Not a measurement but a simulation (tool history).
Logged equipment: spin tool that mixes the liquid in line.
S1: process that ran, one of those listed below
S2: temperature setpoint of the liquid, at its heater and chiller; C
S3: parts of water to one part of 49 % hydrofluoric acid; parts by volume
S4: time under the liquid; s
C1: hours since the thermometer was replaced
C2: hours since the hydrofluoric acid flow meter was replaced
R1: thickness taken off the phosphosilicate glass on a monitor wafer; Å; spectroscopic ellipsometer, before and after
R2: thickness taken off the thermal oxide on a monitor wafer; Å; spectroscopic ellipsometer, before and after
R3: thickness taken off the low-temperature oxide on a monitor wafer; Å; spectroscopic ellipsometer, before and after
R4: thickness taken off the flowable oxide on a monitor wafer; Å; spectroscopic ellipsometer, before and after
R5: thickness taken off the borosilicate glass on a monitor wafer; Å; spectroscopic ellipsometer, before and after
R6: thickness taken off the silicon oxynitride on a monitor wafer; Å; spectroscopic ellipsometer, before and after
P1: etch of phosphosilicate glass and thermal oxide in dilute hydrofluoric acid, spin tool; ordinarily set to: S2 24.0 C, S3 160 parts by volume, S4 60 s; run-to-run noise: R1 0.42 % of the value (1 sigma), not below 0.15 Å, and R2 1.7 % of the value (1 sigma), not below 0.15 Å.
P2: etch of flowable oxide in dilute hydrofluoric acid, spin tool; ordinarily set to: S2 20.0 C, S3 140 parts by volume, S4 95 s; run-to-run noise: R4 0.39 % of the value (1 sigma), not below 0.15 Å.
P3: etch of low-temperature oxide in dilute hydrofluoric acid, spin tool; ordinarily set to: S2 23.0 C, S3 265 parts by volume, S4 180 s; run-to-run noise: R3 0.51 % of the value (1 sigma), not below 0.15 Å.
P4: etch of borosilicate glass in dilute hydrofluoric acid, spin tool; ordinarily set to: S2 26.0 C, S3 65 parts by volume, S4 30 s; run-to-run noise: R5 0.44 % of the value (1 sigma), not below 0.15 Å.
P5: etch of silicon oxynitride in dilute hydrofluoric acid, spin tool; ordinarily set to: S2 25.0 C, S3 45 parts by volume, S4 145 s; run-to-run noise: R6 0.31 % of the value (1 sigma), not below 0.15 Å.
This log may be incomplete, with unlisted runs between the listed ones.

Run 1, hour 7.5: S1 P1, S2 24.0 C, S3 160 parts by volume, S4 60 s; C1 1337.5; C2 751.9. Result: R1 281.570 Å, R2 16.7170 Å.
Run 2, hour 13.3: S1 P3, S2 23.0 C, S3 265 parts by volume, S4 180 s; C1 1343.3; C2 757.7. Result: R3 86.406 Å.
Run 3, hour 18.9: S1 P2, S2 20.0 C, S3 140 parts by volume, S4 160 s; C1 1348.9; C2 763.3. Result: R4 387.46 Å.
Run 4, hour 26.6: S1 P4, S2 26.0 C, S3 65 parts by volume, S4 30 s; C1 1356.6; C2 771.0. Result: R5 160.930 Å.
Run 5, hour 30.7: S1 P4, S2 34.0 C, S3 65 parts by volume, S4 30 s; C1 1360.7; C2 775.1. Result: R5 220.060 Å.
Run 6, hour 37.8: S1 P1, S2 30.5 C, S3 100 parts by volume, S4 60 s; C1 1367.8; C2 782.2. Result: R1 622.740 Å, R2 35.7690 Å.
Run 7, hour 44.8: S1 P4, S2 26.0 C, S3 65 parts by volume, S4 15 s; C1 1374.8; C2 789.2. Result: R5 81.146 Å.
Run 8, hour 52.6: S1 P5, S2 25.0 C, S3 45 parts by volume, S4 60 s; C1 1382.6; C2 797.0. Result: R6 30.062 Å.
Run 9, hour 57.5: S1 P1, S2 20.5 C, S3 160 parts by volume, S4 30 s; C1 1387.5; C2 801.9. Result: R1 123.650 Å, R2 6.8543 Å.
Run 10, hour 62.8: S1 P3, S2 23.0 C, S3 45 parts by volume, S4 180 s; C1 1392.8; C2 807.2. Result: R3 649.990 Å.
Run 11, hour 68.3: S1 P2, S2 26.5 C, S3 140 parts by volume, S4 95 s; C1 1398.3; C2 812.7. Result: R4 297.40 Å.
Run 12, hour 74.1: S1 P1, S2 24.0 C, S3 160 parts by volume, S4 60 s; C1 1404.1; C2 818.5. Result: R1 279.810 Å, R2 16.3120 Å.
Run 13, hour 82.1: S1 P4, S2 26.0 C, S3 25 parts by volume, S4 30 s; C1 1412.1; C2 826.5. Result: R5 445.160 Å.
Run 14, hour 90.4: S1 P1, S2 20.0 C, S3 160 parts by volume, S4 60 s; C1 1420.4; C2 834.8. Result: R1 242.420 Å, R2 14.1900 Å.
Run 15, hour 99.3: S1 P5, S2 32.5 C, S3 45 parts by volume, S4 145 s; C1 1429.3; C2 843.7. Result: R6 103.890 Å.
Run 16, hour 104.7: S1 P3, S2 27.5 C, S3 265 parts by volume, S4 180 s; C1 1434.7; C2 849.1. Result: R3 101.310 Å.
Run 17, hour 109.3: S1 P1, S2 24.0 C, S3 160 parts by volume, S4 60 s; C1 1439.3; C2 853.7. Result: R1 282.900 Å, R2 15.8370 Å.
Run 18, hour 116.7: S1 P2, S2 20.0 C, S3 80 parts by volume, S4 95 s; C1 1446.7; C2 861.1. Result: R4 432.84 Å.
Run 19, hour 122.6: S1 P2, S2 20.0 C, S3 140 parts by volume, S4 95 s; C1 1452.6; C2 867.0. Result: R4 232.06 Å.
Run 20, hour 127.7: S1 P1, S2 29.5 C, S3 160 parts by volume, S4 60 s; C1 1457.7; C2 872.1. Result: R1 342.490 Å, R2 20.5820 Å.
At hour 130.6: thermometer replaced.
Run 21, hour 135.7: S1 P5, S2 25.0 C, S3 45 parts by volume, S4 145 s; C1 5.1; C2 880.1. Result: R6 72.535 Å.
Run 22, hour 144.6: S1 P1, S2 24.0 C, S3 240 parts by volume, S4 60 s; C1 14.0; C2 889.0. Result: R1 172.420 Å, R2 9.8979 Å.
Run 23, hour 150.0: S1 P4, S2 26.0 C, S3 65 parts by volume, S4 30 s; C1 19.4; C2 894.4. Result: R5 162.630 Å.
Run 24, hour 154.4: S1 P3, S2 23.0 C, S3 265 parts by volume, S4 45 s; C1 23.8; C2 898.8. Result: R3 21.567 Å.
Run 25, hour 158.9: S1 P5, S2 25.0 C, S3 25 parts by volume, S4 145 s; C1 28.3; C2 903.3. Result: R6 133.070 Å.
Run 26, hour 167.0: S1 P1, S2 24.0 C, S3 160 parts by volume, S4 60 s; C1 36.4; C2 911.4. Result: R1 282.980 Å, R2 16.3170 Å.
Run 27, hour 172.2: S1 P1, S2 24.0 C, S3 160 parts by volume, S4 115 s; C1 41.6; C2 916.6. Result: R1 545.020 Å, R2 31.7600 Å.
Run 28, hour 178.1: S1 P1, S2 24.0 C, S3 160 parts by volume, S4 60 s; C1 47.5; C2 922.5. Result: R1 283.140 Å, R2 16.6410 Å.
Run 29, hour 186.4: S1 P1, S2 24.0 C, S3 160 parts by volume, S4 60 s; C1 55.8; C2 930.8. Result: R1 282.000 Å, R2 16.6300 Å.
Run 30, hour 190.4: S1 P1, S2 24.0 C, S3 160 parts by volume, S4 60 s; C1 59.8; C2 934.8. Result: R1 281.520 Å, R2 16.0760 Å.
Run 31, hour 198.9: S1 P1, S2 24.0 C, S3 160 parts by volume, S4 20 s; C1 68.3; C2 943.3. Result: R1 94.403 Å, R2 5.7272 Å.
Run 32, hour 204.2: S1 P1, S2 24.0 C, S3 80 parts by volume, S4 60 s; C1 73.6; C2 948.6. Result: R1 619.540 Å, R2 36.6520 Å.
Run 33, hour 212.9: S1 P5, S2 25.0 C, S3 45 parts by volume, S4 145 s; C1 82.3; C2 957.3. Result: R6 73.011 Å.
Run 34, hour 221.5: S1 P1, S2 24.0 C, S3 160 parts by volume, S4 60 s; C1 90.9; C2 965.9. Result: R1 283.670 Å, R2 16.1480 Å.
Run 35, hour 230.2: S1 P1, S2 24.0 C, S3 160 parts by volume, S4 60 s; C1 99.6; C2 974.6. Result: R1 269.900 Å, R2 15.6210 Å.
Run 36, hour 234.3: S1 P1, S2 24.0 C, S3 160 parts by volume, S4 60 s; C1 103.7; C2 978.7. Result: R1 268.410 Å, R2 15.6990 Å.
Run 37, hour 242.0: S1 P1, S2 24.0 C, S3 160 parts by volume, S4 60 s; C1 111.4; C2 986.4. Result: R1 266.040 Å, R2 15.7670 Å.
Run 38, hour 248.2: S1 P1, S2 24.0 C, S3 160 parts by volume, S4 60 s; C1 117.6; C2 992.6. Result: R1 263.160 Å, R2 15.6040 Å.
Run 39, hour 252.7: S1 P1, S2 24.0 C, S3 160 parts by volume, S4 60 s; C1 122.1; C2 997.1. Result: R1 261.910 Å, R2 15.7340 Å.
Run 40, hour 258.1: S1 P1, S2 24.0 C, S3 160 parts by volume, S4 60 s; C1 127.5; C2 1002.5. Result: R1 261.110 Å, R2 15.2130 Å.
Run 41, hour 266.3: S1 P1, S2 24.0 C, S3 160 parts by volume, S4 60 s; C1 135.7; C2 1010.7. Result: R1 262.030 Å, R2 15.6650 Å.

P1 no longer gives what it gave before; its output has crept away from where it was. The following 2 causes, each at its listed size, fit the log equally well:
A: hydrofluoric acid flow below the setpoint (%) = 6.19
B: liquid colder than its thermometer reads (K) = 1.98
At approximately hour 221.5, the process output began to creep.

Question marks stand in for the results of the 4 check runs listed below, each run on one wafer. Under which run would the listed causes show clearly different results?
Run check 1, hour 274.5: S1 P3, S2 23.0 C, S3 170 parts by volume, S4 80 s. Result: R3 ?.
Run check 2, hour 274.5: S1 P2, S2 23.5 C, S3 95 parts by volume, S4 95 s. Result: R4 ?.
Run check 3, hour 274.5: S1 P5, S2 25.0 C, S3 30 parts by volume, S4 70 s. Result: R6 ?.
Run check 4, hour 274.5: S1 P4, S2 31.5 C, S3 65 parts by volume, S4 15 s. Result: R5 ?.

Check results expected under each cause:
  check  result    if A    if B
check 1      R3  61.473  61.462
check 2      R4  383.91  380.76
check 3      R6  50.136  48.524
check 4      R5  93.511  92.977
Smallest distance between any two causes, each pair judged by its most separating result, in per cent: check 1 0.02 %; check 2 0.82 %; check 3 3.27 %; check 4 0.57 %
Only in check 3 would the causes give clearly different results; in the remaining checks their results would be nearly the same.

Check 3 was carried out, with these results: R6 48.283 Å. Which of the listed causes is responsible?

It is B: liquid colder than its thermometer reads (K).
